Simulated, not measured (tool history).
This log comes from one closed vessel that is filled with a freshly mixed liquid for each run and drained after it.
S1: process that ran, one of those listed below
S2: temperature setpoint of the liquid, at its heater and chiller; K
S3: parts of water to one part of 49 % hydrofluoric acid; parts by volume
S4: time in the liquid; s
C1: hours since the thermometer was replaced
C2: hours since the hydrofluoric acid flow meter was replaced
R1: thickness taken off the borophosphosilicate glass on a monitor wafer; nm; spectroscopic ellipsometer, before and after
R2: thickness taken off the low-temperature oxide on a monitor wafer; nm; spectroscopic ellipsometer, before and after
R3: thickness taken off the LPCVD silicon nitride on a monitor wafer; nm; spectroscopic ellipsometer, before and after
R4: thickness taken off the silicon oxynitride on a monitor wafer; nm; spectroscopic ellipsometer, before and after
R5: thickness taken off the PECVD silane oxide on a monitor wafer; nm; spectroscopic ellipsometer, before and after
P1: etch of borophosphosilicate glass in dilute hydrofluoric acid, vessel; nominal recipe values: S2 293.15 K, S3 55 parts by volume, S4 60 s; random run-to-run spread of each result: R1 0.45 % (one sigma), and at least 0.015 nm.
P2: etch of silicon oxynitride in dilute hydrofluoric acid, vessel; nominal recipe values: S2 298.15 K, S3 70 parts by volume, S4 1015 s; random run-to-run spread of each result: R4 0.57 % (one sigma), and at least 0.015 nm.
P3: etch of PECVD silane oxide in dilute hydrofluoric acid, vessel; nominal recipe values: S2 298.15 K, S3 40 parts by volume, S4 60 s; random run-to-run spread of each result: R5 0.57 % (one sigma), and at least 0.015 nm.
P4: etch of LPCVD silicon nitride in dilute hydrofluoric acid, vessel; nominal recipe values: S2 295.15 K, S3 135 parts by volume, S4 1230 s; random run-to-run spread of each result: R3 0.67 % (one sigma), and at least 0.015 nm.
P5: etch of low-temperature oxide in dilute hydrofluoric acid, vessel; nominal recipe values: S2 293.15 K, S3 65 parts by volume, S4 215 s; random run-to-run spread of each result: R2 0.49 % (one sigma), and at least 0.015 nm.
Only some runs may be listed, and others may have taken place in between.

| run | hour | S1 | S2 | S3 | S4 | C1 | C2 | R1 | R2 | R3 | R4 | R5 |
|---|---|---|---|---|---|---|---|---|---|---|---|---|
| 1 | 5.1 | P1 | 293.15 | 55 | 60 | 541.3 | 538.0 | 84.878 |  |  |  |  |
| 2 | 9.3 | P1 | 293.15 | 55 | 60 | 545.5 | 542.2 | 84.714 |  |  |  |  |
| 3 | 14.8 | P5 | 290.15 | 65 | 215 | 551.0 | 547.7 |  | 37.435 |  |  |  |
| 4 | 20.4 | P4 | 290.15 | 135 | 1230 | 556.6 | 553.3 |  |  | 2.9622 |  |  |
| 5 | 26.4 | P2 | 298.15 | 130 | 1015 | 562.6 | 559.3 |  |  |  | 11.696 |  |
| 6 | 33.2 | P5 | 293.15 | 65 | 215 | 569.4 | 566.1 |  | 42.482 |  |  |  |
| 7 | 37.7 | P1 | 293.15 | 30 | 60 | 573.9 | 570.6 | 159.850 |  |  |  |  |
| 8 | 44.4 | P1 | 293.15 | 55 | 60 | 580.6 | 577.3 | 84.865 |  |  |  |  |
| 9 | 49.5 | P2 | 298.15 | 70 | 1015 | 585.7 | 582.4 |  |  |  | 23.079 |  |
| 10 | 54.4 | P1 | 293.15 | 55 | 60 | 590.6 | 587.3 | 85.321 |  |  |  |  |
| 11 | 61.5 | P3 | 292.65 | 40 | 60 | 597.7 | 594.4 |  |  |  |  | 67.018 |
| 12 | 66.3 | P1 | 293.15 | 55 | 60 | 602.5 | 599.2 | 84.984 |  |  |  |  |
| 13 | 71.8 | P1 | 293.15 | 85 | 60 | 608.0 | 604.7 | 53.048 |  |  |  |  |
| 14 | 76.6 | P1 | 293.15 | 55 | 30 | 612.8 | 609.5 | 42.482 |  |  |  |  |
| 15 | 80.7 | P1 | 298.15 | 55 | 60 | 616.9 | 613.6 | 103.910 |  |  |  |  |
| 16 | 86.1 | P1 | 296.15 | 30 | 60 | 622.3 | 619.0 | 181.480 |  |  |  |  |
| 17 | 89.3 | P1 | 290.15 | 55 | 60 | 625.5 | 622.2 | 75.315 |  |  |  |  |
| 18 | 96.5 | P3 | 298.15 | 40 | 30 | 632.7 | 629.4 |  |  |  |  | 42.545 |
| 19 | 102.5 | P4 | 295.15 | 135 | 510 | 638.7 | 635.4 |  |  | 1.6915 |  |  |
| 20 | 106.4 | P3 | 298.15 | 40 | 60 | 642.6 | 639.3 |  |  |  |  | 84.997 |
|  | 109.0 | hydrofluoric acid flow meter replaced |
| 21 | 110.7 | P4 | 295.15 | 250 | 1230 | 646.9 | 1.7 |  |  | 2.2605 |  |  |
| 22 | 117.7 | P1 | 290.15 | 55 | 30 | 653.9 | 8.7 | 37.376 |  |  |  |  |
| 23 | 122.8 | P1 | 293.15 | 75 | 110 | 659.0 | 13.8 | 111.640 |  |  |  |  |
| 24 | 126.9 | P3 | 298.15 | 20 | 60 | 663.1 | 17.9 |  |  |  |  | 174.990 |
| 25 | 132.7 | P5 | 293.15 | 40 | 215 | 668.9 | 23.7 |  | 70.974 |  |  |  |
| 26 | 139.5 | P2 | 302.65 | 70 | 1015 | 675.7 | 30.5 |  |  |  | 28.475 |  |
| 27 | 146.7 | P2 | 298.15 | 70 | 1890 | 682.9 | 37.7 |  |  |  | 42.617 |  |
| 28 | 152.3 | P1 | 293.15 | 55 | 105 | 688.5 | 43.3 | 148.440 |  |  |  |  |
| 29 | 156.6 | P5 | 293.15 | 65 | 390 | 692.8 | 47.6 |  | 77.562 |  |  |  |
| 30 | 161.6 | P4 | 295.15 | 135 | 1230 | 697.8 | 52.6 |  |  | 4.1210 |  |  |
| 31 | 165.6 | P2 | 298.15 | 70 | 1015 | 701.8 | 56.6 |  |  |  | 22.922 |  |
| 32 | 172.7 | P1 | 293.15 | 55 | 60 | 708.9 | 63.7 | 85.145 |  |  |  |  |
| 33 | 176.6 | P1 | 293.15 | 55 | 60 | 712.8 | 67.6 | 88.063 |  |  |  |  |
| 34 | 183.3 | P1 | 293.15 | 55 | 60 | 719.5 | 74.3 | 90.994 |  |  |  |  |
| 35 | 188.6 | P1 | 293.15 | 55 | 60 | 724.8 | 79.6 | 92.744 |  |  |  |  |
| 36 | 193.3 | P1 | 293.15 | 55 | 60 | 729.5 | 84.3 | 92.803 |  |  |  |  |
| 37 | 198.0 | P1 | 293.15 | 55 | 60 | 734.2 | 89.0 | 93.844 |  |  |  |  |
| 38 | 204.2 | P1 | 293.15 | 55 | 60 | 740.4 | 95.2 | 93.747 |  |  |  |  |
| 39 | 208.9 | P1 | 293.15 | 55 | 60 | 745.1 | 99.9 | 93.856 |  |  |  |  |

What P1 gives has crept away from where it was. These 2 causes fit the log equally well, each at the size given:
A: hydrofluoric acid flow above the setpoint (%) = 9.46
B: liquid hotter than its thermometer reads (K) = 2.3
The creep began at about hour 172.7.

Listed below are the offered check runs, one wafer per run, with question marks in place of results. For which of them would the causes give clearly different outcomes?
| check 1 | 213.6 | P3 | 298.15 | 40 | 60 |  |  |  |  |  |  | ? |
| check 2 | 213.6 | P2 | 298.15 | 70 | 1015 |  |  |  |  |  | ? |  |
| check 3 | 213.6 | P4 | 295.15 | 135 | 1230 |  |  |  |  | ? |  |  |
| check 4 | 213.6 | P5 | 293.15 | 65 | 215 |  |  |  | ? |  |  |  |

Check results expected under each cause:
| check | result | if A | if B |
|---|---|---|---|
| check 1 | R5 | 93.311 | 93.183 |
| check 2 | R4 | 25.278 | 25.612 |
| check 3 | R3 | 4.4713 | 4.7556 |
| check 4 | R2 | 46.836 | 46.775 |
Separation of the two closest causes in each check, using whichever result separates them best: check 1 0.14 %; check 2 1.31 %; check 3 6.16 %; check 4 0.13 %
Of the check runs offered, only check 3 discriminates between the causes; the rest would read about the same regardless of which cause applies.

Check 3 has now been run. It gave: R3 4.7485 nm. Which of the candidate causes is it?

Of the candidate causes, it is B: liquid hotter than its thermometer reads (K).
